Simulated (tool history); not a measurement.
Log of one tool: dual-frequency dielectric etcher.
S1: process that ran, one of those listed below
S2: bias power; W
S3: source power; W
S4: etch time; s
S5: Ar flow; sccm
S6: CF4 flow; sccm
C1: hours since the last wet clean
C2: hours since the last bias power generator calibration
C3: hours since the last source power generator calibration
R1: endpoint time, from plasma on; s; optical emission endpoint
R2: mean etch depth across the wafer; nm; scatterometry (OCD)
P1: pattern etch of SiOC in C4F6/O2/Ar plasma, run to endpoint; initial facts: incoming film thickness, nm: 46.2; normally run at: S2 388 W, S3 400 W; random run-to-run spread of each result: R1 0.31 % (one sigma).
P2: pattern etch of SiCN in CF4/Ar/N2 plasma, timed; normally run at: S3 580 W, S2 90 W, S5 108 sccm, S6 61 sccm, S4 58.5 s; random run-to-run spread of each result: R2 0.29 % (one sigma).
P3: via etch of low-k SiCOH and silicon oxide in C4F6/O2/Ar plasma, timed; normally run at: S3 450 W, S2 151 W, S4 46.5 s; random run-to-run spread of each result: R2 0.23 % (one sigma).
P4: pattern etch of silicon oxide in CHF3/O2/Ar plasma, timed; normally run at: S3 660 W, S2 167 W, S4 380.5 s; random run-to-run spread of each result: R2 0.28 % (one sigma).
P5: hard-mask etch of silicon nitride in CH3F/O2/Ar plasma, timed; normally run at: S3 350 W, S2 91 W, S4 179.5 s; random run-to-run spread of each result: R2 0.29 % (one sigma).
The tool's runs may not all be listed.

run	day	S1	S2	S3	S4	S5	S6	C1	C2	C3	R1	R2
1	0.342	P1	388	400				336.6	1436.8	1854.8	16.781	
2	0.662	P4	167	660	283			344.3	1444.5	1862.5		567.44
3	0.875	P1	388	400				349.4	1449.6	1867.6	16.867	
4	1.042	P1	388	530				353.4	1453.6	1871.6	15.163	
# day 1.058: bias power generator calibrated
5	1.246	P5	91	350	262.5			358.3	4.6	1876.5		188.82
# day 1.267: wet clean of the chamber
# day 1.317: source power generator calibrated
6	1.508	P3	185	450	46.5			5.9	10.9	4.6		115.5
7	1.704	P2	90	580	58.5	108	80	10.6	15.6	9.3		66.766
8	2	P4	167	660	380.5			17.7	22.7	16.4		762.35
9	2.158	P5	91	350	179.5			21.5	26.5	20.2		129.86
10	2.517	P3	151	450	46.5			30.1	35.1	28.8		108.64
11	2.679	P5	128	350	179.5			34	39	32.7		146.59
12	2.95	P3	151	450	46.5			40.5	45.5	39.2		108.44
13	3.117	P4	167	910	380.5			44.5	49.5	43.2		861.09
14	3.417	P3	151	570	46.5			51.7	56.7	50.4		119.05
15	3.733	P1	512	400				59.3	64.3	58	15.161	
16	3.908	P4	103	660	380.5			63.5	68.5	62.2		654.6
17	4.1	P2	90	580	58.5	108	61	68.1	73.1	66.8		64.127
18	4.458	P4	167	660	380.5			76.7	81.7	75.4		764.6
19	4.658	P2	90	580	58.5	108	61	81.5	86.5	80.2		64.134
20	4.904	P5	91	260	179.5			87.4	92.4	86.1		115.93
21	5.125	P2	68	580	58.5	108	61	92.7	97.7	91.4		57.664
22	5.358	P1	388	290				98.3	103.3	97	18.992	
23	5.596	P3	151	450	25.5			104	109	102.7		59.2
24	5.8	P2	90	720	58.5	108	61	108.9	113.9	107.6		77.054
25	6.008	P1	292	400				113.9	118.9	112.6	18.622	
26	6.275	P1	293	500				120.3	125.3	119	17.061	
27	6.617	P1	388	400				128.5	133.5	127.2	16.834	
28	6.946	P1	388	400				136.4	141.4	135.1	16.76	
29	7.179	P2	90	580	35	108	61	142	147	140.7		38.2
30	7.467	P2	90	580	58.5	64	61	148.9	153.9	147.6		68.836
31	7.696	P1	388	400				154.4	159.4	153.1	16.872	
32	7.988	P1	388	400				161.4	166.4	160.1	16.842	
33	8.238	P1	388	400				167.4	172.4	166.1	17.035	
34	8.446	P1	388	400				172.4	177.4	171.1	16.943	
35	8.604	P1	388	400				176.2	181.2	174.9	17.115	
36	8.825	P1	388	400				181.5	186.5	180.2	17.039	
# day 9: wet clean of the chamber
37	9.158	P1	388	400				3.9	194.5	188.2	17.095	
38	9.421	P1	388	400				10.2	200.8	194.5	17.1	
39	9.642	P1	388	400				15.5	206.1	199.8	17	
40	9.967	P1	388	400				23.3	213.9	207.6	17.036	
41	10.2	P1	388	400				28.9	219.5	213.2	16.996	

What P1 gives has crept off from where it sat before. The 2 causes that follow fit the log equally well, each at the size noted:
A: bias power that arrives under what is set, % = 4.26
B: source power that arrives under what is set, % = 4.09
Onset of the creep was near day 7.988.
Excluded causes, each with its reason:
chamber walls in a state that lowers the etch rate, %: maintenance at day 9, after the shift began, did not return the process to its former output

4 check runs are offered, one wafer each, their results left as question marks. Which one tells the causes apart?
check 1	10.433	P4	167	800	380.5							?
check 2	10.433	P2	90	690	58.5	69	61					?
check 3	10.433	P5	108	350	260.5							?
check 4	10.433	P3	151	510	26							?

Check results expected under each cause:
check	result	if A	if B
check 1	R2	809.91	808.22
check 2	R2	78.273	76.569
check 3	R2	197.18	197.35
check 4	R2	62.77	62.541
Minimum pairwise separation of causes per check, each pair taken at its best-separating result: check 1 0.21 %; check 2 2.2 %; check 3 0.09 %; check 4 0.36 %
The causes can be told apart only by check 2. The other checks would give nearly the same results under each of them.

Running check 2 produced the following: R2 76.476 nm. Which one of the listed causes fits?

B is the cause: source power that arrives under what is set, %.
